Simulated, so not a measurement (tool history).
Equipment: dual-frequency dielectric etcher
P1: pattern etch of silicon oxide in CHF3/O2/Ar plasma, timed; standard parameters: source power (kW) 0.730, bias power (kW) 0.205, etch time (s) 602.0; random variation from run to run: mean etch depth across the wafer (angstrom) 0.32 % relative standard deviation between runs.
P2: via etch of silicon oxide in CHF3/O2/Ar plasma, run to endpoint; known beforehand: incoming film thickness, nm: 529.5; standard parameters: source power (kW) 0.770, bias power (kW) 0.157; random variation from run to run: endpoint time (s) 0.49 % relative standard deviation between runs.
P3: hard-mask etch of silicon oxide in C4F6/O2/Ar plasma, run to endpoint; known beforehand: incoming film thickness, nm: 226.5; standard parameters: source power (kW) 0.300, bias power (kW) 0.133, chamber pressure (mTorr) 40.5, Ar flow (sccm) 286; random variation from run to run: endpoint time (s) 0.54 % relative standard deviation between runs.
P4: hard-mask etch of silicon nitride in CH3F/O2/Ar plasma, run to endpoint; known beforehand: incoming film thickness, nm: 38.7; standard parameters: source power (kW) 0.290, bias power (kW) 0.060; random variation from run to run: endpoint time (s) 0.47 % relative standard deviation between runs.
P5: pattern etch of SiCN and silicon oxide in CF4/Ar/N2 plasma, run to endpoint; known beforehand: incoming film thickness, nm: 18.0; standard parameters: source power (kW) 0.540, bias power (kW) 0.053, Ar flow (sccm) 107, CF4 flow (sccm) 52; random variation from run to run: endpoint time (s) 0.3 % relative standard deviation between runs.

run	day	process that ran	source power (kW)	bias power (kW)	etch time (s)	chamber pressure (mTorr)	Ar flow (sccm)	CF4 flow (sccm)	hours since the last wet clean	hours since the last source power generator calibration	hours since the last bias power generator calibration	mean etch depth across the wafer (angstrom)	endpoint time (s)
1	0.275	P1	0.730	0.205	602.0				298.3	1133.5	1139.5	13472.0	
2	0.396	P1	0.980	0.205	602.0				301.2	1136.4	1142.4	15018.0	
3	0.617	P3	0.300	0.133		40.5	177		306.5	1141.7	1147.7		86.961
# day 0.800: source power generator calibrated
4	0.821	P5	0.700	0.053			107	52	311.4	0.6	1152.6		15.901
5	0.942	P1	0.730	0.149	602.0				314.3	3.5	1155.5	12050.0	
6	1.204	P3	0.410	0.133		40.5	286		320.6	9.8	1161.8		81.090
7	1.412	P5	0.540	0.053			77	52	325.6	14.8	1166.8		18.941
8	1.638	P4	0.190	0.060					331.0	20.2	1172.2		81.094
9	1.779	P1	0.730	0.205	602.0				334.4	23.6	1175.6	13480.0	
10	1.912	P1	0.730	0.145	402.0				337.6	26.8	1178.8	8044.4	
11	2.117	P3	0.300	0.183		40.5	286		342.5	31.7	1183.7		82.189
# day 2.129: wet clean of the chamber
12	2.383	P1	0.730	0.205	602.0				6.2	38.1	1190.1	13446.0	
13	2.521	P1	0.730	0.205	602.0				9.5	41.4	1193.4	13361.0	
14	2.650	P1	0.730	0.205	602.0				12.6	44.5	1196.5	13394.0	
15	2.804	P5	0.540	0.053			107	52	16.3	48.2	1200.2		20.088
16	3.029	P1	0.730	0.205	734.5				21.7	53.6	1205.6	16376.0	
17	3.158	P2	0.540	0.157					24.8	56.7	1208.7		295.490
18	3.383	P3	0.300	0.133		40.5	286		30.2	62.1	1214.1		92.436
19	3.562	P2	0.770	0.157					34.5	66.4	1218.4		255.840
20	3.754	P1	1.010	0.159	602.0				39.1	71.0	1223.0	14001.0	
21	3.942	P5	0.540	0.033			107	52	43.6	75.5	1227.5		23.364
22	4.138	P1	0.730	0.205	471.0				48.3	80.2	1232.2	10469.0	
23	4.262	P2	0.770	0.217					51.3	83.2	1235.2		231.060
24	4.500	P5	0.540	0.053			107	68	57.0	88.9	1240.9		19.277
25	4.708	P4	0.290	0.072					62.0	93.9	1245.9		64.304
26	4.892	P3	0.300	0.133		49.0	286		66.4	98.3	1250.3		93.299

Predict the results of run 27:
27	5.083	P1	0.730	0.244	602.0				71.0	102.9	1254.9	?	

{"run 27": {"mean etch depth across the wafer (angstrom)": 14280.0}}
